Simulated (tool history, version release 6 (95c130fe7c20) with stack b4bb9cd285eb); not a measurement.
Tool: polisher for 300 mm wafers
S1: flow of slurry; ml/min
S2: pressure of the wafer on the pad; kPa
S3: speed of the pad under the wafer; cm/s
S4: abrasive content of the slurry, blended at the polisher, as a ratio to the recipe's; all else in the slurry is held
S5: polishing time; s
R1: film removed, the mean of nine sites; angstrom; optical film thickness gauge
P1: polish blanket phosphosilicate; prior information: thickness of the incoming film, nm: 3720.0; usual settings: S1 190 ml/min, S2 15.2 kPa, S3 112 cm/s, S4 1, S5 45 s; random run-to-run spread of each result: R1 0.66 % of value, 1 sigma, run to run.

| run | hour | S1 | S2 | S3 | S4 | S5 | R1 |
|---|---|---|---|---|---|---|---|
| 1 | 7.4 | 190 | 15.2 | 112 | 1 | 45 | 2497 |
| 2 | 11.9 | 190 | 15.2 | 112 | 1 | 45 | 2511.5 |
| 3 | 21.9 | 190 | 15.2 | 164 | 1 | 45 | 3401.6 |
| 4 | 27.3 | 190 | 15.2 | 62 | 1 | 45 | 1557 |
| 5 | 35.6 | 190 | 15.2 | 112 | 1 | 24 | 1342.7 |
| 6 | 42.9 | 190 | 15.2 | 112 | 1 | 62 | 3400.7 |
| 7 | 52.7 | 190 | 15.2 | 112 | 1 | 45 | 2526.1 |
|  | 53.2 | conditioning disc replaced and pad reconditioned |
| 8 | 62.6 | 190 | 15.2 | 112 | 1 | 45 | 2541.4 |
| 9 | 70.4 | 190 | 15.2 | 112 | 1 | 45 | 2516.6 |
| 10 | 77.2 | 300 | 15.2 | 112 | 1 | 45 | 2651.2 |
| 11 | 81.8 | 190 | 15.2 | 112 | 0.55 | 45 | 1812.5 |
| 12 | 87.1 | 190 | 15.2 | 112 | 1.45 | 45 | 2923.5 |
| 13 | 96.2 | 125 | 15.2 | 112 | 1 | 45 | 2315.9 |
| 14 | 104.1 | 190 | 20.7 | 112 | 1 | 45 | 3408.2 |
| 15 | 113.5 | 190 | 21.4 | 112 | 1 | 21 | 1637 |
| 16 | 123.5 | 190 | 6.9 | 112 | 1 | 45 | 1142.1 |
| 17 | 129.3 | 190 | 15.2 | 112 | 1 | 45 | 2499.8 |
| 18 | 134.5 | 190 | 15.2 | 112 | 1 | 45 | 2454.6 |
| 19 | 143.9 | 190 | 15.2 | 112 | 1 | 45 | 2346 |
| 20 | 148.6 | 190 | 15.2 | 112 | 1 | 45 | 2327.3 |
| 21 | 153.2 | 190 | 15.2 | 112 | 1 | 45 | 2327.8 |
|  | 156.7 | slurry nozzle cleaned |
| 22 | 160.5 | 190 | 15.2 | 112 | 1 | 45 | 2328.2 |
|  | 164.2 | worn pad replaced by a new one |
|  | 164.9 | conditioning disc replaced and pad reconditioned |
| 23 | 169.4 | 190 | 15.2 | 112 | 1 | 45 | 2290.2 |
| 24 | 179 | 190 | 15.2 | 112 | 1 | 45 | 2306.8 |

The log shows P1 creeping away from where it was. Any of the 2 causes listed here, at the size stated for it, fits the log just as well as the others:
A: abrasive missing from the slurry, % = 16.5
B: head's pressure below its setpoint, % = 8.26
Creep in the process output first set in at about hour 129.3.
The rest of the possible causes, and what rules out each one:
removal rate lost through wear of the pad, %: serviced after onset, at hour 164.2, with no recovery of the prior output
slurry flow missing at the pad, %: serviced after onset, at hour 156.7, with no recovery of the prior output
time polished since the conditioner stopped cutting, s: serviced after onset, at hour 164.9, with no recovery of the prior output

Each of the check runs listed below is run on 5 wafers and reports their average, with the results left as question marks. Pick the one under which the possible causes would lead to clearly different results.
| check 1 | 188.6 | 190 | 6.9 | 112 | 1 | 57 | ? |
| check 2 | 188.6 | 190 | 6.9 | 112 | 1 | 45 | ? |
| check 3 | 188.6 | 190 | 15.2 | 112 | 0.6 | 45 | ? |
| check 4 | 188.6 | 280 | 15.2 | 112 | 1 | 45 | ? |

Expected result of each check under each candidate cause:
| check | result | if A | if B |
|---|---|---|---|
| check 1 | R1 | 1322.8 | 1322.5 |
| check 2 | R1 | 1044.3 | 1044.1 |
| check 3 | R1 | 1723.5 | 1762.8 |
| check 4 | R1 | 2402.5 | 2402 |
Separation of the two closest causes in each check, using whichever result separates them best: check 1 0.02 %; check 2 0.02 %; check 3 2.25 %; check 4 0.02 %
The causes can be told apart only by check 3. The other checks would give nearly the same results under each of them.

Check 3 has now been run. It gave: R1 1773.2 angstrom. Which of the candidate causes is it?

The cause is B: head's pressure below its setpoint, %.

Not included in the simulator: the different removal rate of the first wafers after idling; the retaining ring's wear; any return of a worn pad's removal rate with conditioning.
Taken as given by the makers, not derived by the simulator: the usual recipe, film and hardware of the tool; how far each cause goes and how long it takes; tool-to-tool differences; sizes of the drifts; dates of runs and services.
